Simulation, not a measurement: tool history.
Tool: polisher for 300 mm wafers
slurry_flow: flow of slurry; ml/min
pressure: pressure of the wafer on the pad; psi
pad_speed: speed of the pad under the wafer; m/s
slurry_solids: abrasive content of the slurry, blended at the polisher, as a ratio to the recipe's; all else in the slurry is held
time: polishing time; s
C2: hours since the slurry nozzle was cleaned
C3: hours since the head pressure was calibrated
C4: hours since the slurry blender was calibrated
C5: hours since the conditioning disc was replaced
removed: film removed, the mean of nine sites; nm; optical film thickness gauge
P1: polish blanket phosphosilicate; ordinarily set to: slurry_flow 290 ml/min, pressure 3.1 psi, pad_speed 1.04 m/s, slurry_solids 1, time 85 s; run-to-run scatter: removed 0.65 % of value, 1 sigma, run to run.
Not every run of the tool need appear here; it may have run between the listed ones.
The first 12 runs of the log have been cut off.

{"run": 13, "hour": 134.6, "slurry_flow": 290, "pressure": 2, "pad_speed": 1.04, "slurry_solids": 1, "time": 85, "wafers polished on this pad": 1652, "C2": 556.1, "C3": 435.7, "C4": 193.3, "C5": 307.5, "removed": 510.89}
{"run": 14, "hour": 143.3, "slurry_flow": 290, "pressure": 3.1, "pad_speed": 1.34, "slurry_solids": 1, "time": 85, "wafers polished on this pad": 1711, "C2": 564.8, "C3": 444.4, "C4": 202, "C5": 316.2, "removed": 986.73}
{"run": 15, "hour": 154.7, "slurry_flow": 290, "pressure": 3.1, "pad_speed": 1.04, "slurry_solids": 1, "time": 85, "wafers polished on this pad": 1789, "C2": 576.2, "C3": 455.8, "C4": 213.4, "C5": 327.6, "removed": 797.42}
{"run": 16, "hour": 162.7, "slurry_flow": 290, "pressure": 3.1, "pad_speed": 1.04, "slurry_solids": 1, "time": 55, "wafers polished on this pad": 1843, "C2": 584.2, "C3": 463.8, "C4": 221.4, "C5": 335.6, "removed": 516.93}
{"run": 17, "hour": 170.6, "slurry_flow": 290, "pressure": 3.1, "pad_speed": 1.04, "slurry_solids": 0.55, "time": 85, "wafers polished on this pad": 1897, "C2": 592.1, "C3": 471.7, "C4": 229.3, "C5": 343.5, "removed": 581.91}
{"run": 18, "hour": 178.7, "slurry_flow": 215, "pressure": 4.1, "pad_speed": 1.04, "slurry_solids": 1, "time": 85, "wafers polished on this pad": 1952, "C2": 600.2, "C3": 479.8, "C4": 237.4, "C5": 351.6, "removed": 1047.8}
{"run": 19, "hour": 188.6, "slurry_flow": 290, "pressure": 3.1, "pad_speed": 1.04, "slurry_solids": 1, "time": 85, "wafers polished on this pad": 2019, "C2": 610.1, "C3": 489.7, "C4": 247.3, "C5": 361.5, "removed": 813.54}
{"run": 20, "hour": 199.2, "slurry_flow": 290, "pressure": 3.1, "pad_speed": 1.04, "slurry_solids": 1, "time": 85, "wafers polished on this pad": 2091, "C2": 620.7, "C3": 500.3, "C4": 257.9, "C5": 372.1, "removed": 811.66}
{"run": 21, "hour": 207.5, "slurry_flow": 290, "pressure": 3.1, "pad_speed": 1.04, "slurry_solids": 1, "time": 85, "wafers polished on this pad": 2147, "C2": 629, "C3": 508.6, "C4": 266.2, "C5": 380.4, "removed": 803.82}
{"run": 22, "hour": 218.2, "slurry_flow": 290, "pressure": 3.1, "pad_speed": 1.04, "slurry_solids": 1, "time": 85, "wafers polished on this pad": 2220, "C2": 639.7, "C3": 519.3, "C4": 276.9, "C5": 391.1, "removed": 781.91}
{"run": 23, "hour": 231.2, "slurry_flow": 290, "pressure": 3.1, "pad_speed": 1.04, "slurry_solids": 1, "time": 85, "wafers polished on this pad": 2308, "C2": 652.7, "C3": 532.3, "C4": 289.9, "C5": 404.1, "removed": 764.99}
{"run": 24, "hour": 240.9, "slurry_flow": 290, "pressure": 3.1, "pad_speed": 1.04, "slurry_solids": 1, "time": 85, "wafers polished on this pad": 2374, "C2": 662.4, "C3": 542, "C4": 299.6, "C5": 413.8, "removed": 762.94}

What will run 25 give?
{"run": 25, "hour": 247.2, "slurry_flow": 290, "pressure": 3.1, "pad_speed": 1.04, "slurry_solids": 1, "time": 85, "wafers polished on this pad": 2417, "C2": 668.7, "C3": 548.3, "C4": 305.9, "C5": 420.1, "removed": "?"}

removed: 763.89 nm
